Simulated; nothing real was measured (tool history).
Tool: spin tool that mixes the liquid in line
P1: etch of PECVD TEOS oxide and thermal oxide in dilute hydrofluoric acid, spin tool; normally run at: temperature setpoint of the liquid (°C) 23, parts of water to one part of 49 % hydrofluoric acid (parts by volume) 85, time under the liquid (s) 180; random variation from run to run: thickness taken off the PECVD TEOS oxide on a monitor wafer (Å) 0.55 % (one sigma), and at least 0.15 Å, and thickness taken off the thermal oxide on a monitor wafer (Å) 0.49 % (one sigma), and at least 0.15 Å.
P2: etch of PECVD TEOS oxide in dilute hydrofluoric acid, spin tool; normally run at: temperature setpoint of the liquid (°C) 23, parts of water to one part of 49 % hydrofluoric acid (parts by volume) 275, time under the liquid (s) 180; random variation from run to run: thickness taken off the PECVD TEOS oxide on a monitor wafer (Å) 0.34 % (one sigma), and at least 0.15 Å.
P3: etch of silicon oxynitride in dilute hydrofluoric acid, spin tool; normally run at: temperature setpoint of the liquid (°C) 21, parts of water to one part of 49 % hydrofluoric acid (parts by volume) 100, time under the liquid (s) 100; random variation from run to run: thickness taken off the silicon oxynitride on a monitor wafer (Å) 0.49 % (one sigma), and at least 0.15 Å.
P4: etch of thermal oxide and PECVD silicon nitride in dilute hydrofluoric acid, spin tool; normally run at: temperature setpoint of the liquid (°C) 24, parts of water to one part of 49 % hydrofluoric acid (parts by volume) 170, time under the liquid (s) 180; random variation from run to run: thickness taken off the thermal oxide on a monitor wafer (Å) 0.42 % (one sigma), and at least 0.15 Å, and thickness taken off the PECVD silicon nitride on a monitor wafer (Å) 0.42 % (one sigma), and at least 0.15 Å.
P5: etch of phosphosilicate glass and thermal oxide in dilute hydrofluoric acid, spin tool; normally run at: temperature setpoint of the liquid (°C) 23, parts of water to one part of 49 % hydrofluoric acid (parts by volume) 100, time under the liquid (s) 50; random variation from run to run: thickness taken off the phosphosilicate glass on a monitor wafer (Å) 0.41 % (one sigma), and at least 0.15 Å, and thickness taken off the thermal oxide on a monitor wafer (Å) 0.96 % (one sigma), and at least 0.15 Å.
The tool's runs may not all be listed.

run,hour,process that ran,temperature setpoint of the liquid (°C),parts of water to one part of 49 % hydrofluoric acid (parts by volume),time under the liquid (s),hours since the thermometer was replaced,hours since the hydrofluoric acid flow meter was replaced,thickness taken off the PECVD TEOS oxide on a monitor wafer (Å),thickness taken off the thermal oxide on a monitor wafer (Å),thickness taken off the phosphosilicate glass on a monitor wafer (Å),thickness taken off the PECVD silicon nitride on a monitor wafer (Å),thickness taken off the silicon oxynitride on a monitor wafer (Å)
1,4.3,P1,23,85,180,886.6,598.2,182.9,97.524,,,
2,9.2,P1,23,85,265,891.5,603.1,270.46,141.71,,,
3,13.8,P5,23,100,15,896.1,607.7,,6.2559,184.13,,
4,18.1,P1,23,85,180,900.4,612,183.81,97.023,,,
5,21.3,P4,19.5,170,180,903.6,615.2,,42.321,,41.151,
6,24.9,P5,18,100,50,907.2,618.8,,17.469,494.74,,
7,27.8,P3,21,100,25,910.1,621.7,,,,,9.9325
8,32.6,P1,23,85,180,914.9,626.5,182.21,97.822,,,
9,37.3,P1,23,140,180,919.6,631.2,103.27,54.702,,,
10,41.8,P3,21,180,100,924.1,635.7,,,,,21.291
11,47.3,P1,26.5,85,20,929.6,641.2,22.991,12.292,,,
12,49.8,P3,29.5,100,100,932.1,643.7,,,,,61.915
13,53.6,P5,23,100,50,935.9,647.5,,21.992,608.76,,
14,56.5,P2,17,275,180,938.8,650.4,60.17,,,,
15,60.9,P1,31,85,180,943.2,654.8,251.01,132.58,,,
16,64.4,P4,24,170,180,946.7,658.3,,50.144,,55.604,
17,67.5,P1,23,45,180,949.8,661.4,361.48,192.54,,,
18,72.5,P4,24,170,180,954.8,666.4,,50.422,,55.501,
19,76.9,P4,24,95,180,959.2,670.8,,97.804,,98.184,
20,79.8,P1,23,85,180,962.1,673.7,182.58,97.689,,,
21,82.5,P2,23,55,180,964.8,676.4,486.14,,,,
22,86.4,P1,23,85,40,968.7,680.3,40.196,21.396,,,
23,88.9,P5,23,20,50,971.2,682.8,,117.69,3407.1,,
24,91.5,P1,30.5,85,105,973.8,685.4,142.97,75.355,,,
25,93.9,P2,23,275,350,976.2,687.8,148.05,,,,
26,97.3,P2,23,275,180,979.6,691.2,76.141,,,,
27,100,P1,23,85,180,982.3,693.9,183.24,97.019,,,
28,104.4,P3,21,100,100,986.7,698.3,,,,,41.094
29,108.7,P4,24,170,40,991,702.6,,11.286,,12.244,
30,113.6,P1,17,85,180,995.9,707.5,142.53,75.74,,,
31,118.3,P1,23,85,180,1000.6,712.2,183.84,96.319,,,
32,122.9,P1,23,85,180,1005.2,716.8,187.81,99.245,,,
33,126.5,P1,23,85,180,1008.8,720.4,191.74,101.13,,,
34,129.9,P1,23,85,180,1012.2,723.8,191.55,102.14,,,
35,134.2,P1,23,85,180,1016.5,728.1,194.66,103.07,,,
36,139,P1,23,85,180,1021.3,732.9,193.61,104.54,,,
37,141.6,P1,23,85,180,1023.9,735.5,194.38,103.13,,,
38,146.3,P1,23,85,180,1028.6,740.2,196.22,103.3,,,
39,149.1,P1,23,85,180,1031.4,743,195.81,104.2,,,
40,153.6,P1,23,85,180,1035.9,747.5,197.23,103.71,,,
41,156.4,P1,23,85,180,1038.7,750.3,196.05,104.12,,,
42,161.4,P1,23,85,180,1043.7,755.3,196.7,105.41,,,

What P1 gives has crept away from where it was. These 2 causes fit the log equally well, each at the size given:
A: hydrofluoric acid flow above the setpoint (%) = 6.94
B: liquid hotter than its thermometer reads (K) = 1.85
The creep began at about hour 118.3.

4 check runs are offered, one wafer each, their results left as question marks. Which one tells the causes apart?
check 1,166.4,P2,23,125,350,,,?,,,,
check 2,166.4,P3,24.5,170,100,,,,,,,?
check 3,166.4,P5,23,20,20,,,,?,?,,
check 4,166.4,P4,24,170,100,,,,?,,?,

What each check would give under each cause:
check,result,if A,if B
check 1,thickness taken off the PECVD TEOS oxide on a monitor wafer (Å),409.95,408.12
check 2,thickness taken off the silicon oxynitride on a monitor wafer (Å),29.195,29.397
check 3,thickness taken off the thermal oxide on a monitor wafer (Å),50.958,51.429
check 3,thickness taken off the phosphosilicate glass on a monitor wafer (Å),1448.5,1461.9
check 4,thickness taken off the thermal oxide on a monitor wafer (Å),30.244,29.932
check 4,thickness taken off the PECVD silicon nitride on a monitor wafer (Å),32.909,34.632
How far apart the two closest causes lie, in the result that separates them most: check 1 0.45 %; check 2 0.69 %; check 3 0.92 %; check 4 5.1 %
Check 4 tells the causes apart: in the others they would give nearly the same result.

Then check 4 was run and gave: thickness taken off the thermal oxide on a monitor wafer (Å) 30.244; thickness taken off the PECVD silicon nitride on a monitor wafer (Å) 32.917. Which cause is it?

It is A: hydrofluoric acid flow above the setpoint (%).

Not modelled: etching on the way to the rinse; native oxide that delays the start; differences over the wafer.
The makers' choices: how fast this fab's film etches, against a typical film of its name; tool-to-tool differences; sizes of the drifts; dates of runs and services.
